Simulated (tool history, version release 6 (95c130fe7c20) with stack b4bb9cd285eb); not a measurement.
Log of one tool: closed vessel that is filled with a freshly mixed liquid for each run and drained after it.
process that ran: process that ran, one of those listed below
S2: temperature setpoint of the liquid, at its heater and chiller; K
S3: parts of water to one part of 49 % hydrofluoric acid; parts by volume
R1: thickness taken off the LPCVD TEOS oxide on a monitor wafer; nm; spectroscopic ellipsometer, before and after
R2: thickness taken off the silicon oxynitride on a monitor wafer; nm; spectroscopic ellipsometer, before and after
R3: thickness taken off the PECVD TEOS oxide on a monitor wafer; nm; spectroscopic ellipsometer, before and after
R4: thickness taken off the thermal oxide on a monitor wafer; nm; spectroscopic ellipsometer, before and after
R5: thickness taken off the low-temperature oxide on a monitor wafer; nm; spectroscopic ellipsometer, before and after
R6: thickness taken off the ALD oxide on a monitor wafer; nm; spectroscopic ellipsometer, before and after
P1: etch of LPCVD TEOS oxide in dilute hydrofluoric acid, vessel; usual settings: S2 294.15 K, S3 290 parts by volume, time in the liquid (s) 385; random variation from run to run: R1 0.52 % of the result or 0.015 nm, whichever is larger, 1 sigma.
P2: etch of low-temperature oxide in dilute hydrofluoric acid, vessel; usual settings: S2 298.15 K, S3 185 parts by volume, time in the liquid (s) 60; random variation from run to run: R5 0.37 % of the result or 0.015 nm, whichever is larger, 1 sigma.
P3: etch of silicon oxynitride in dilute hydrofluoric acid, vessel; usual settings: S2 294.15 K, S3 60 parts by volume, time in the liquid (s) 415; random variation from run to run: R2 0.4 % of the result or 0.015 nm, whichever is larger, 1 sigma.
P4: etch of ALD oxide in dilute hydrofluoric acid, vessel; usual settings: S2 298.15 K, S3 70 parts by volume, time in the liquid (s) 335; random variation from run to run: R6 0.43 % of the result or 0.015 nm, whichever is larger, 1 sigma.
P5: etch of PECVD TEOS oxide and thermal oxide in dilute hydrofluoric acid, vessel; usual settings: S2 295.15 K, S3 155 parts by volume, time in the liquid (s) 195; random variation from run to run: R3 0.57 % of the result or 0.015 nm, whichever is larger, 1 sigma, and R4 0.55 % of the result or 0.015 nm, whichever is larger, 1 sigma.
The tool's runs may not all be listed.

Run 1, hour 8.2: process that ran P1, S2 294.15 K, S3 290 parts by volume, time in the liquid (s) 385. Result: R1 52.004 nm.
Run 2, hour 18.7: process that ran P1, S2 294.15 K, S3 290 parts by volume, time in the liquid (s) 385. Result: R1 52.150 nm.
Run 3, hour 26.2: process that ran P3, S2 294.15 K, S3 60 parts by volume, time in the liquid (s) 685. Result: R2 14.2500 nm.
Run 4, hour 31.3: process that ran P5, S2 295.15 K, S3 280 parts by volume, time in the liquid (s) 195. Result: R3 13.507 nm, R4 2.4628 nm.
Run 5, hour 39.7: process that ran P2, S2 298.15 K, S3 185 parts by volume, time in the liquid (s) 60. Result: R5 8.1578 nm.
Run 6, hour 48.5: process that ran P2, S2 298.15 K, S3 185 parts by volume, time in the liquid (s) 105. Result: R5 14.2340 nm.
Run 7, hour 58.5: process that ran P1, S2 294.15 K, S3 290 parts by volume, time in the liquid (s) 385. Result: R1 52.290 nm.
Run 8, hour 69.2: process that ran P1, S2 294.15 K, S3 440 parts by volume, time in the liquid (s) 385. Result: R1 30.091 nm.
Run 9, hour 78.2: process that ran P1, S2 294.15 K, S3 290 parts by volume, time in the liquid (s) 385. Result: R1 51.921 nm.
Run 10, hour 87.5: process that ran P3, S2 294.15 K, S3 20 parts by volume, time in the liquid (s) 415. Result: R2 26.6530 nm.
Run 11, hour 94.7: process that ran P1, S2 294.15 K, S3 165 parts by volume, time in the liquid (s) 230. Result: R1 61.827 nm.
Run 12, hour 101.8: process that ran P3, S2 294.15 K, S3 60 parts by volume, time in the liquid (s) 415. Result: R2 8.6306 nm.
Run 13, hour 106.6: process that ran P1, S2 294.15 K, S3 290 parts by volume, time in the liquid (s) 220. Result: R1 29.833 nm.
Run 14, hour 114.6: process that ran P3, S2 290.15 K, S3 60 parts by volume, time in the liquid (s) 415. Result: R2 7.1344 nm.
Run 15, hour 121.0: process that ran P5, S2 295.15 K, S3 155 parts by volume, time in the liquid (s) 195. Result: R3 27.817 nm, R4 5.0018 nm.
Run 16, hour 127.4: process that ran P4, S2 298.15 K, S3 70 parts by volume, time in the liquid (s) 145. Result: R6 22.175 nm.
Run 17, hour 136.0: process that ran P5, S2 295.15 K, S3 155 parts by volume, time in the liquid (s) 100. Result: R3 14.189 nm, R4 2.5440 nm.
Run 18, hour 141.2: process that ran P1, S2 294.15 K, S3 290 parts by volume, time in the liquid (s) 385. Result: R1 52.649 nm.
Run 19, hour 150.1: process that ran P2, S2 298.15 K, S3 305 parts by volume, time in the liquid (s) 60. Result: R5 4.3554 nm.
Run 20, hour 155.6: process that ran P4, S2 291.15 K, S3 70 parts by volume, time in the liquid (s) 335. Result: R6 38.407 nm.
Run 21, hour 164.9: process that ran P1, S2 294.15 K, S3 290 parts by volume, time in the liquid (s) 630. Result: R1 85.978 nm.
Run 22, hour 175.0: process that ran P4, S2 298.15 K, S3 120 parts by volume, time in the liquid (s) 335. Result: R6 27.882 nm.
Run 23, hour 185.0: process that ran P1, S2 290.15 K, S3 290 parts by volume, time in the liquid (s) 385. Result: R1 44.941 nm.
Run 24, hour 191.4: process that ran P1, S2 300.65 K, S3 290 parts by volume, time in the liquid (s) 385. Result: R1 64.845 nm.
Run 25, hour 199.5: process that ran P4, S2 298.15 K, S3 70 parts by volume, time in the liquid (s) 335. Result: R6 51.145 nm.
Run 26, hour 206.2: process that ran P3, S2 294.15 K, S3 60 parts by volume, time in the liquid (s) 415. Result: R2 8.6847 nm.
Run 27, hour 214.6: process that ran P2, S2 293.15 K, S3 185 parts by volume, time in the liquid (s) 60. Result: R5 6.6992 nm.
Run 28, hour 222.7: process that ran P1, S2 294.15 K, S3 95 parts by volume, time in the liquid (s) 385. Result: R1 194.840 nm.
Run 29, hour 229.7: process that ran P5, S2 299.65 K, S3 155 parts by volume, time in the liquid (s) 195. Result: R3 32.785 nm, R4 5.9483 nm.
Run 30, hour 236.5: process that ran P1, S2 294.15 K, S3 290 parts by volume, time in the liquid (s) 385. Result: R1 52.411 nm.
Run 31, hour 241.8: process that ran P1, S2 294.15 K, S3 290 parts by volume, time in the liquid (s) 385. Result: R1 53.509 nm.
Run 32, hour 252.6: process that ran P1, S2 294.15 K, S3 290 parts by volume, time in the liquid (s) 385. Result: R1 54.146 nm.
Run 33, hour 261.3: process that ran P1, S2 294.15 K, S3 290 parts by volume, time in the liquid (s) 385. Result: R1 55.215 nm.
Run 34, hour 269.5: process that ran P1, S2 294.15 K, S3 290 parts by volume, time in the liquid (s) 385. Result: R1 54.892 nm.
Run 35, hour 274.6: process that ran P1, S2 294.15 K, S3 290 parts by volume, time in the liquid (s) 385. Result: R1 55.511 nm.
Run 36, hour 281.2: process that ran P1, S2 294.15 K, S3 290 parts by volume, time in the liquid (s) 385. Result: R1 55.282 nm.
Run 37, hour 291.0: process that ran P1, S2 294.15 K, S3 290 parts by volume, time in the liquid (s) 385. Result: R1 55.382 nm.

What P1 gives has crept away from where it was. These 2 causes fit the log equally well, each at the size given:
A: liquid hotter than its thermometer reads (K) = 1.66
B: hydrofluoric acid flow above the setpoint (%) = 4.82
The creep began at about hour 236.5.

4 check runs are offered, one wafer each, their results left as question marks. Which one tells the causes apart?
Run check 1, hour 300.8: process that ran P3, S2 290.65 K, S3 60 parts by volume, time in the liquid (s) 415. Result: R2 ?.
Run check 2, hour 300.8: process that ran P4, S2 298.15 K, S3 115 parts by volume, time in the liquid (s) 335. Result: R6 ?.
Run check 3, hour 300.8: process that ran P2, S2 298.15 K, S3 240 parts by volume, time in the liquid (s) 60. Result: R5 ?.
Run check 4, hour 300.8: process that ran P5, S2 295.15 K, S3 240 parts by volume, time in the liquid (s) 120. Result: R3 ?, R4 ?.

What each check would give under each cause:
  check  result    if A    if B
check 1      R2  7.9093  7.6352
check 2      R6  31.352  31.031
check 3      R5  6.2563  6.2579
check 4      R3  10.721  10.694
check 4      R4  1.9281  1.9231
How far apart the two closest causes lie, in the result that separates them most: check 1 3.53 %; check 2 1.03 %; check 3 0.03 %; check 4 0.26 %
Check 1 tells the causes apart: in the others they would give nearly the same result.

Check 1 was then run and gave: R2 7.6400 nm. Which cause is it?

It is B: hydrofluoric acid flow above the setpoint (%).

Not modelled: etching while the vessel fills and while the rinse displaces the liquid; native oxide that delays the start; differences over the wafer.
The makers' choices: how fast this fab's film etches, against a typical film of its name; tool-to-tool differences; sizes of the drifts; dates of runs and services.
